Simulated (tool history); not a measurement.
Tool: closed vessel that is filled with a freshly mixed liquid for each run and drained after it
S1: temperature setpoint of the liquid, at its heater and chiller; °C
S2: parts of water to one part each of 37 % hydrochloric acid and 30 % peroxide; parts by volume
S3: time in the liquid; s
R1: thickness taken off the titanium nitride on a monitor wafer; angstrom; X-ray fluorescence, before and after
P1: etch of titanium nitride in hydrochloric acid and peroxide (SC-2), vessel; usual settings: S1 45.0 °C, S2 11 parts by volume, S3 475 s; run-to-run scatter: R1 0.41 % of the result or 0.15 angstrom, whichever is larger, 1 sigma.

run	hour	S1	S2	S3	R1
1	4.6	45.0	11	475	94.5850
2	8.6	45.0	11	475	94.0900
3	15.3	45.0	4	475	203.9400
4	20.7	45.0	11	475	94.8750
5	28.5	45.0	11	35	6.9573
6	35.3	45.0	11	475	94.7180
7	40.8	45.0	18	475	61.5830
8	47.7	45.0	11	475	94.5220
9	53.3	35.0	11	475	46.1700
# hour 53.6: new drum of peroxide connected
10	57.7	45.0	11	900	178.9900
11	65.5	61.5	11	475	280.5400
12	73.5	45.0	19	905	111.0700
13	80.6	45.0	11	475	94.4850
14	88.9	45.0	11	475	94.7870
15	95.0	45.0	11	475	96.8850
16	99.1	45.0	11	475	97.6890
17	105.6	45.0	11	475	99.9380
18	114.1	45.0	11	475	101.1400
19	121.9	45.0	11	475	102.6000
20	129.1	45.0	11	475	102.5400
21	137.7	45.0	11	475	102.0900

Run 22 comes next. What will it give?
22	145.9	45.0	11	475	?

Run 22 gave R1 102.7800 angstrom.
